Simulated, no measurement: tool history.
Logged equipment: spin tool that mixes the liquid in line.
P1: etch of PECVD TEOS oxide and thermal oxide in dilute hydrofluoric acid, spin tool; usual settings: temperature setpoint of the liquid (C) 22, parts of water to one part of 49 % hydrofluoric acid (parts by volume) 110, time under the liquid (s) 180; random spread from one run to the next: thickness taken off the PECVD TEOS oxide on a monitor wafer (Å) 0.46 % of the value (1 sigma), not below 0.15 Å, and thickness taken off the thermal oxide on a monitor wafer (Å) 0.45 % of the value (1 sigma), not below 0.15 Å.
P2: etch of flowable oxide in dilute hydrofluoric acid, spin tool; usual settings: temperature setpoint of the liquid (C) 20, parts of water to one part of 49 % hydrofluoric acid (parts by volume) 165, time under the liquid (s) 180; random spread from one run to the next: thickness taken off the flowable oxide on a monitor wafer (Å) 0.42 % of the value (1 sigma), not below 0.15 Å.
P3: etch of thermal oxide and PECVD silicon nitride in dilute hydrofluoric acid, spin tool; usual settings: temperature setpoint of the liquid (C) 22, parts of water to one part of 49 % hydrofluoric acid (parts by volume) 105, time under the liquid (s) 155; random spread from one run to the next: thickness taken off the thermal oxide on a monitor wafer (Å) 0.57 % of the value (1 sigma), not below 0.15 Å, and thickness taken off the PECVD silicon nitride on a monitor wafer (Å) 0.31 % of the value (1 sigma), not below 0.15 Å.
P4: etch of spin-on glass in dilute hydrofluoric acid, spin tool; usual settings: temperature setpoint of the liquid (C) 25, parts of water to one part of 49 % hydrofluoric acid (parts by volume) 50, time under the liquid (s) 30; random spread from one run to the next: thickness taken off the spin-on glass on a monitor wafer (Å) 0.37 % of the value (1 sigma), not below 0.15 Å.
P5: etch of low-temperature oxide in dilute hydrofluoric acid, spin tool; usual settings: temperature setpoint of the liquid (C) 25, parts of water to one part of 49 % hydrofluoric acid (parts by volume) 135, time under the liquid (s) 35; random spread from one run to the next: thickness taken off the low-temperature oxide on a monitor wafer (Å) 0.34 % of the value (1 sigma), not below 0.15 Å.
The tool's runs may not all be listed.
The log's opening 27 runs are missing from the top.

run	hour	process that ran	temperature setpoint of the liquid (C)	parts of water to one part of 49 % hydrofluoric acid (parts by volume)	time under the liquid (s)	thickness taken off the PECVD TEOS oxide on a monitor wafer (Å)	thickness taken off the thermal oxide on a monitor wafer (Å)	thickness taken off the low-temperature oxide on a monitor wafer (Å)	thickness taken off the spin-on glass on a monitor wafer (Å)	thickness taken off the PECVD silicon nitride on a monitor wafer (Å)	thickness taken off the flowable oxide on a monitor wafer (Å)
28	154.1	P3	22	105	155		66.408			74.76	
29	161.3	P3	22	175	155		37.125			45.182	
30	167.6	P4	29	50	30				300.71		
31	174	P5	25	20	35			597.22			
32	180.8	P1	27.5	40	180	474.09	274.02				
33	186.5	P2	20	165	180						316.23
34	190.4	P1	22	110	180	127.06	73.301				
35	197	P1	22	110	180	130.97	75.067				
36	202.1	P1	22	110	180	133.09	77.769				
37	208.9	P1	22	110	180	135.57	78.384				

Estimate the outcome of run 38 from the log above:
38	214.8	P1	22	110	180	?	?				

{"run 38": {"thickness taken off the PECVD TEOS oxide on a monitor wafer (Å)": 136.21, "thickness taken off the thermal oxide on a monitor wafer (Å)": 79.444}}
